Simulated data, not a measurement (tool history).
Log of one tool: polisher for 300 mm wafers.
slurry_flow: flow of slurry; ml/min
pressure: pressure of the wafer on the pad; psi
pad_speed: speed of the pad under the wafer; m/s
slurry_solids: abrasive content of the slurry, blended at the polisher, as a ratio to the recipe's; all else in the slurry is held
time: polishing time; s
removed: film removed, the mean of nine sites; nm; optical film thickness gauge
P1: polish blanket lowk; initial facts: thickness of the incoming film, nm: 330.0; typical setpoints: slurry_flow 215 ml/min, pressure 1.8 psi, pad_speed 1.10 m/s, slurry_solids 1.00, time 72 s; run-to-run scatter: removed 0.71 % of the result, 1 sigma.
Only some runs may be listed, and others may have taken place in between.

| run | hour | slurry_flow | pressure | pad_speed | slurry_solids | time | removed |
|---|---|---|---|---|---|---|---|
| 1 | 10.7 | 215 | 1.8 | 1.10 | 1.00 | 72 | 27.224 |
| 2 | 29.0 | 215 | 1.8 | 1.10 | 1.00 | 113 | 42.446 |
|  | 38.1 | conditioning disc replaced and pad reconditioned |
| 3 | 38.7 | 215 | 1.8 | 1.10 | 1.00 | 52 | 19.691 |
| 4 | 53.8 | 215 | 1.8 | 1.10 | 1.00 | 72 | 27.328 |
| 5 | 68.3 | 215 | 1.8 | 1.72 | 1.00 | 72 | 39.150 |
| 6 | 83.4 | 215 | 1.8 | 1.10 | 1.00 | 72 | 26.910 |
| 7 | 97.3 | 215 | 1.8 | 1.10 | 1.35 | 72 | 30.908 |
| 8 | 108.9 | 215 | 1.8 | 0.64 | 1.00 | 72 | 17.619 |
| 9 | 124.6 | 215 | 1.8 | 1.10 | 1.00 | 72 | 27.002 |
| 10 | 139.9 | 215 | 1.8 | 1.10 | 0.50 | 72 | 18.440 |
| 11 | 158.8 | 335 | 1.8 | 1.10 | 1.00 | 72 | 28.055 |
| 12 | 176.0 | 215 | 1.3 | 1.10 | 0.55 | 72 | 14.223 |
| 13 | 193.9 | 215 | 1.8 | 1.10 | 1.00 | 72 | 27.183 |
| 14 | 202.5 | 215 | 1.8 | 1.10 | 1.00 | 72 | 27.206 |
| 15 | 212.8 | 130 | 1.8 | 1.10 | 1.00 | 72 | 25.067 |
| 16 | 229.3 | 215 | 2.6 | 1.10 | 1.00 | 72 | 39.427 |
| 17 | 245.9 | 215 | 0.8 | 1.10 | 1.00 | 72 | 12.020 |
|  | 252.5 | slurry nozzle cleaned |
| 18 | 263.3 | 215 | 1.8 | 1.10 | 1.00 | 72 | 26.996 |
| 19 | 273.3 | 315 | 1.8 | 1.10 | 1.00 | 100 | 38.949 |
| 20 | 292.5 | 215 | 1.8 | 1.10 | 1.00 | 72 | 27.111 |
| 21 | 304.8 | 215 | 1.8 | 1.10 | 1.00 | 72 | 26.334 |
| 22 | 314.4 | 215 | 1.8 | 1.10 | 1.00 | 72 | 25.887 |
| 23 | 323.1 | 215 | 1.8 | 1.10 | 1.00 | 72 | 25.705 |

Predict the results of run 24:
|  | 330.2 | head pressure recalibrated |
| 24 | 335.7 | 215 | 1.8 | 1.10 | 1.00 | 72 | ? |

{"run 24": {"removed": 24.998}}
